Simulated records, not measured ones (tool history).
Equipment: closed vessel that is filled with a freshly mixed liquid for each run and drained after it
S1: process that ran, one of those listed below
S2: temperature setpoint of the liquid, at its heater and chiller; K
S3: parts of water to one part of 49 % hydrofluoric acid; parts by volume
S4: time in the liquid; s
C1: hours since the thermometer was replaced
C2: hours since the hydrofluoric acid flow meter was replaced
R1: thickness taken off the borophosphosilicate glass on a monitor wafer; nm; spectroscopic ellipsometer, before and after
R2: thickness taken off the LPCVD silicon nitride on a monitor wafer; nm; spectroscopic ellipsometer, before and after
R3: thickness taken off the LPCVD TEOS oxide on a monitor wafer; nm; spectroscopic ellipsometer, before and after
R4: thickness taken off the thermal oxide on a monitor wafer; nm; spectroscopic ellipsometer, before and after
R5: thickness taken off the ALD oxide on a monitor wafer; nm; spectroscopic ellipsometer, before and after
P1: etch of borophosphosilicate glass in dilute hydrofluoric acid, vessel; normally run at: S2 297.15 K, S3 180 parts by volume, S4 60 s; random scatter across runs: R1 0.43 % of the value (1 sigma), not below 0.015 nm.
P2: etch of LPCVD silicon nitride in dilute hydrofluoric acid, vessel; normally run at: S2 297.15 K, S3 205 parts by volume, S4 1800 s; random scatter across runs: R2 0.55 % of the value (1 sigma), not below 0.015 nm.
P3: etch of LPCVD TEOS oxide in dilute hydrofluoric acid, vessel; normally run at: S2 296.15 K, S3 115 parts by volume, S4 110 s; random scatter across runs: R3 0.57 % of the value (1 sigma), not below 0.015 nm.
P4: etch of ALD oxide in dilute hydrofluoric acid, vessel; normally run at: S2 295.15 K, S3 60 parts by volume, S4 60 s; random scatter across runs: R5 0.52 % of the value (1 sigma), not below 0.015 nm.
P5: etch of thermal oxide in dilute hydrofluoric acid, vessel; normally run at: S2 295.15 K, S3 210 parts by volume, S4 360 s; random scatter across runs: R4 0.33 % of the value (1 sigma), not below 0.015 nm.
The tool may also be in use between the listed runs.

Run 1, hour 10.2: S1 P1, S2 297.15 K, S3 180 parts by volume, S4 60 s; C1 1665.8; C2 87.3. Result: R1 10.8950 nm.
Run 2, hour 16.4: S1 P2, S2 297.15 K, S3 205 parts by volume, S4 1800 s; C1 1672.0; C2 93.5. Result: R2 4.1071 nm.
Run 3, hour 21.8: S1 P3, S2 292.15 K, S3 115 parts by volume, S4 110 s; C1 1677.4; C2 98.9. Result: R3 12.975 nm.
Run 4, hour 32.9: S1 P3, S2 296.15 K, S3 25 parts by volume, S4 110 s; C1 1688.5; C2 110.0. Result: R3 78.636 nm.
Run 5, hour 39.6: S1 P1, S2 302.65 K, S3 180 parts by volume, S4 85 s; C1 1695.2; C2 116.7. Result: R1 18.9000 nm.
Run 6, hour 49.7: S1 P1, S2 297.15 K, S3 180 parts by volume, S4 60 s; C1 1705.3; C2 126.8. Result: R1 10.8420 nm.
Run 7, hour 55.7: S1 P5, S2 295.15 K, S3 290 parts by volume, S4 360 s; C1 1711.3; C2 132.8. Result: R4 4.2153 nm.
Run 8, hour 63.2: S1 P5, S2 290.15 K, S3 210 parts by volume, S4 360 s; C1 1718.8; C2 140.3. Result: R4 5.1685 nm.
Run 9, hour 69.7: S1 P1, S2 297.15 K, S3 180 parts by volume, S4 30 s; C1 1725.3; C2 146.8. Result: R1 5.4318 nm.
Run 10, hour 76.4: S1 P1, S2 297.15 K, S3 180 parts by volume, S4 60 s; C1 1732.0; C2 153.5. Result: R1 10.9210 nm.
Run 11, hour 83.6: S1 P4, S2 295.15 K, S3 60 parts by volume, S4 60 s; C1 1739.2; C2 160.7. Result: R5 9.2268 nm.
Run 12, hour 90.3: S1 P5, S2 295.15 K, S3 210 parts by volume, S4 205 s; C1 1745.9; C2 167.4. Result: R4 3.6271 nm.
Run 13, hour 97.8: S1 P3, S2 296.15 K, S3 115 parts by volume, S4 215 s; C1 1753.4; C2 174.9. Result: R3 29.834 nm.
Run 14, hour 107.2: S1 P1, S2 297.15 K, S3 260 parts by volume, S4 60 s; C1 1762.8; C2 184.3. Result: R1 6.9335 nm.
Run 15, hour 114.6: S1 P2, S2 297.15 K, S3 205 parts by volume, S4 1800 s; C1 1770.2; C2 191.7. Result: R2 4.0744 nm.
Run 16, hour 119.9: S1 P4, S2 295.15 K, S3 60 parts by volume, S4 30 s; C1 1775.5; C2 197.0. Result: R5 4.7010 nm.
Run 17, hour 128.4: S1 P1, S2 303.15 K, S3 180 parts by volume, S4 60 s; C1 1784.0; C2 205.5. Result: R1 13.6110 nm.
Run 18, hour 139.2: S1 P5, S2 295.15 K, S3 210 parts by volume, S4 360 s; C1 1794.8; C2 216.3. Result: R4 6.2802 nm.
Run 19, hour 149.4: S1 P2, S2 297.15 K, S3 205 parts by volume, S4 3275 s; C1 1805.0; C2 226.5. Result: R2 7.4733 nm.
Run 20, hour 156.9: S1 P2, S2 297.15 K, S3 65 parts by volume, S4 1800 s; C1 1812.5; C2 234.0. Result: R2 12.7630 nm.
Run 21, hour 163.1: S1 P1, S2 297.15 K, S3 180 parts by volume, S4 100 s; C1 1818.7; C2 240.2. Result: R1 18.1070 nm.
Run 22, hour 167.8: S1 P1, S2 297.15 K, S3 180 parts by volume, S4 60 s; C1 1823.4; C2 244.9. Result: R1 10.9380 nm.
Run 23, hour 175.6: S1 P3, S2 296.15 K, S3 115 parts by volume, S4 110 s; C1 1831.2; C2 252.7. Result: R3 15.311 nm.
Run 24, hour 184.0: S1 P4, S2 295.15 K, S3 20 parts by volume, S4 60 s; C1 1839.6; C2 261.1. Result: R5 29.1200 nm.
Run 25, hour 193.5: S1 P2, S2 292.65 K, S3 205 parts by volume, S4 1800 s; C1 1849.1; C2 270.6. Result: R2 3.0787 nm.
Run 26, hour 201.6: S1 P1, S2 297.15 K, S3 60 parts by volume, S4 60 s; C1 1857.2; C2 278.7. Result: R1 37.7260 nm.
Run 27, hour 210.8: S1 P1, S2 293.65 K, S3 180 parts by volume, S4 60 s; C1 1866.4; C2 287.9. Result: R1 9.5532 nm.
Run 28, hour 216.3: S1 P1, S2 297.15 K, S3 180 parts by volume, S4 60 s; C1 1871.9; C2 293.4. Result: R1 10.9100 nm.
Run 29, hour 221.8: S1 P4, S2 302.15 K, S3 60 parts by volume, S4 60 s; C1 1877.4; C2 298.9. Result: R5 12.2750 nm.
Run 30, hour 230.7: S1 P1, S2 297.15 K, S3 180 parts by volume, S4 60 s; C1 1886.3; C2 307.8. Result: R1 10.9260 nm.
Run 31, hour 237.2: S1 P1, S2 297.15 K, S3 180 parts by volume, S4 60 s; C1 1892.8; C2 314.3. Result: R1 11.1860 nm.
Run 32, hour 248.4: S1 P1, S2 297.15 K, S3 180 parts by volume, S4 60 s; C1 1904.0; C2 325.5. Result: R1 11.4880 nm.
Run 33, hour 255.2: S1 P1, S2 297.15 K, S3 180 parts by volume, S4 60 s; C1 1910.8; C2 332.3. Result: R1 11.6270 nm.
Run 34, hour 261.9: S1 P1, S2 297.15 K, S3 180 parts by volume, S4 60 s; C1 1917.5; C2 339.0. Result: R1 11.7360 nm.
Run 35, hour 270.3: S1 P1, S2 297.15 K, S3 180 parts by volume, S4 60 s; C1 1925.9; C2 347.4. Result: R1 11.7660 nm.
Run 36, hour 280.0: S1 P1, S2 297.15 K, S3 180 parts by volume, S4 60 s; C1 1935.6; C2 357.1. Result: R1 11.7840 nm.
Run 37, hour 287.5: S1 P1, S2 297.15 K, S3 180 parts by volume, S4 60 s; C1 1943.1; C2 364.6. Result: R1 11.9080 nm.
Run 38, hour 298.5: S1 P1, S2 297.15 K, S3 180 parts by volume, S4 60 s; C1 1954.1; C2 375.6. Result: R1 11.9080 nm.
Run 39, hour 305.2: S1 P1, S2 297.15 K, S3 180 parts by volume, S4 60 s; C1 1960.8; C2 382.3. Result: R1 11.9400 nm.

Forecast run 40:
Run 40, hour 312.5: S1 P1, S2 297.15 K, S3 180 parts by volume, S4 60 s; C1 1968.1; C2 389.6. Result: R1 ?.

{"run 40": {"R1": 11.913}}
